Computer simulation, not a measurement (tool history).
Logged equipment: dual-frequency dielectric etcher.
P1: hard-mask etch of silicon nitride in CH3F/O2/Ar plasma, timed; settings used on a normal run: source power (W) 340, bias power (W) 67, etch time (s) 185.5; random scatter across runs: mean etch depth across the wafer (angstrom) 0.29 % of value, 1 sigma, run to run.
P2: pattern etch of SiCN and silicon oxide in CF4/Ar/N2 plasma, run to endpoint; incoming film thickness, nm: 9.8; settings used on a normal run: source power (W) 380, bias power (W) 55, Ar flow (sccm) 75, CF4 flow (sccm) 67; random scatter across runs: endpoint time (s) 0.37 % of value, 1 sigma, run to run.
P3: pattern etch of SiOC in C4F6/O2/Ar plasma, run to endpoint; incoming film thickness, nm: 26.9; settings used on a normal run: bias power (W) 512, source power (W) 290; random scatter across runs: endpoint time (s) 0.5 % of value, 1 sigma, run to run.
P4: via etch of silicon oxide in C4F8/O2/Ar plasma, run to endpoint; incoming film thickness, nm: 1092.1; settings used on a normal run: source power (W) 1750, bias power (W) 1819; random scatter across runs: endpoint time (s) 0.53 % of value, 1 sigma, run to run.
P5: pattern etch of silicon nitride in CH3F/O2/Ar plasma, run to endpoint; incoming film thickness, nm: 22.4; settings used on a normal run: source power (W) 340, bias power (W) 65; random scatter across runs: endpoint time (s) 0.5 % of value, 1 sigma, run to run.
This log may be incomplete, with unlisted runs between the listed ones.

run   hour  process that ran  source power (W)  bias power (W)  etch time (s)  Ar flow (sccm)  CF4 flow (sccm)  mean etch depth across the wafer (angstrom)  endpoint time (s)
  1   14.0                P1               340              67          185.5                                                                       1202.70
  2   25.7                P3               290             512                                                                                                          9.7957
  3   34.4                P5               340              65                                                                                                         35.8800
  4   49.4                P1               340              67          185.5                                                                       1206.60
  5   57.0                P1               450              93          185.5                                                                       1509.50
  6   67.6                P1               410              67          185.5                                                                       1299.10
      75.2  -- wet clean of the chamber
  7   82.8                P1               340              39          185.5                                                                       1020.00
  8   96.7                P5               340              89                                                                                                         32.4450
  9  108.9                P1               340              67          272.0                                                                       1779.10
 10  121.1                P4              1750            1202                                                                                                        263.2000
 11  133.7                P3               290             690                                                                                                          8.6867
 12  144.9                P1               340              67          185.5                                                                       1213.00
 13  156.7                P2               380              55                             75               67                                                         13.8830
 14  171.3                P1               220              67          185.5                                                                       1027.40
 15  179.4                P1               340              67          128.5                                                                        842.11
 16  193.8                P2               380              41                             75               67                                                         15.1320
 17  201.2                P4              2250            1819                                                                                                        212.3000
 18  209.4                P4              1750            1819                                                                                                        233.6500
 19  224.9                P1               340              67          185.5                                                                       1216.40
 20  240.9                P1               340              67          185.5                                                                       1205.90
 21  253.9                P1               340              85          185.5                                                                       1312.20
 22  265.5                P1               340              67          185.5                                                                       1214.50
 23  279.8                P2               380              55                             75               49                                                         14.5400
 24  290.2                P2               300              55                             75               67                                                         17.1110
 25  303.4                P5               440              65                                                                                                         32.8780
 26  310.6                P3               220             512                                                                                                         10.9200
 27  322.3                P2               380              55                             94               67                                                         14.2980
 28  329.6                P1               460              85          185.5                                                                       1469.40
 29  337.7                P1               340              55          262.5                                                                       1601.20
 30  349.5                P1               340              67          185.5                                                                       1217.10
 31  359.7                P1               340              67          185.5                                                                       1199.80
 32  371.3                P1               340              67          185.5                                                                       1200.20
 33  386.3                P1               340              67          185.5                                                                       1201.30
     398.9  -- wet clean of the chamber
 34  402.2                P1               340              67          185.5                                                                       1194.20
 35  410.6                P1               340              67          185.5                                                                       1193.60
 36  420.2                P1               340              67          185.5                                                                       1191.40
 37  434.0                P1               340              67          185.5                                                                       1200.40
 38  447.8                P1               340              67          185.5                                                                       1186.40
 39  462.8                P1               340              67          185.5                                                                       1190.50
 40  470.1                P1               340              67          185.5                                                                       1192.60
 41  478.4                P1               340              67          185.5                                                                       1190.00

P1 no longer gives what it gave before; its output has crept away from where it was. The following 2 causes, each at its listed size, fit the log equally well:
A: bias power that arrives under what is set, % = 4.22
B: source power that arrives under what is set, % = 3.79
The onset of the drift is placed at about hour 349.5.
What rules out each remaining cause:
chamber walls in a state that lowers the etch rate, %: serviced at hour 398.9, after the change had begun; the process did not return to its earlier output

The 4 check runs listed below each average the results of 2 wafers, and their outcomes are marked with question marks. Under which run would the listed causes produce clearly different results?
check 1  486.7                P3               290             672                                                                                                               ?
check 2  486.7                P4              2200            1247                                                                                                               ?
check 3  486.7                P2               380              55                             87               67                                                               ?
check 4  486.7                P5               420              87                                                                                                               ?

How each check would come out, cause by cause:
  check             result      if A      if B
check 1  endpoint time (s)    8.9776    8.9513
check 2  endpoint time (s)  238.1000  239.3000
check 3  endpoint time (s)   14.3750   14.6760
check 4  endpoint time (s)   30.5840   30.5600
Separation of the two closest causes in each check, using whichever result separates them best: check 1 0.29 %; check 2 0.5 %; check 3 2.08 %; check 4 0.08 %
The causes can be told apart only by check 3. The other checks would give nearly the same results under each of them.

Here is what check 3 returned: endpoint time (s) 14.3500. Which cause is it?

A is the cause: bias power that arrives under what is set, %.
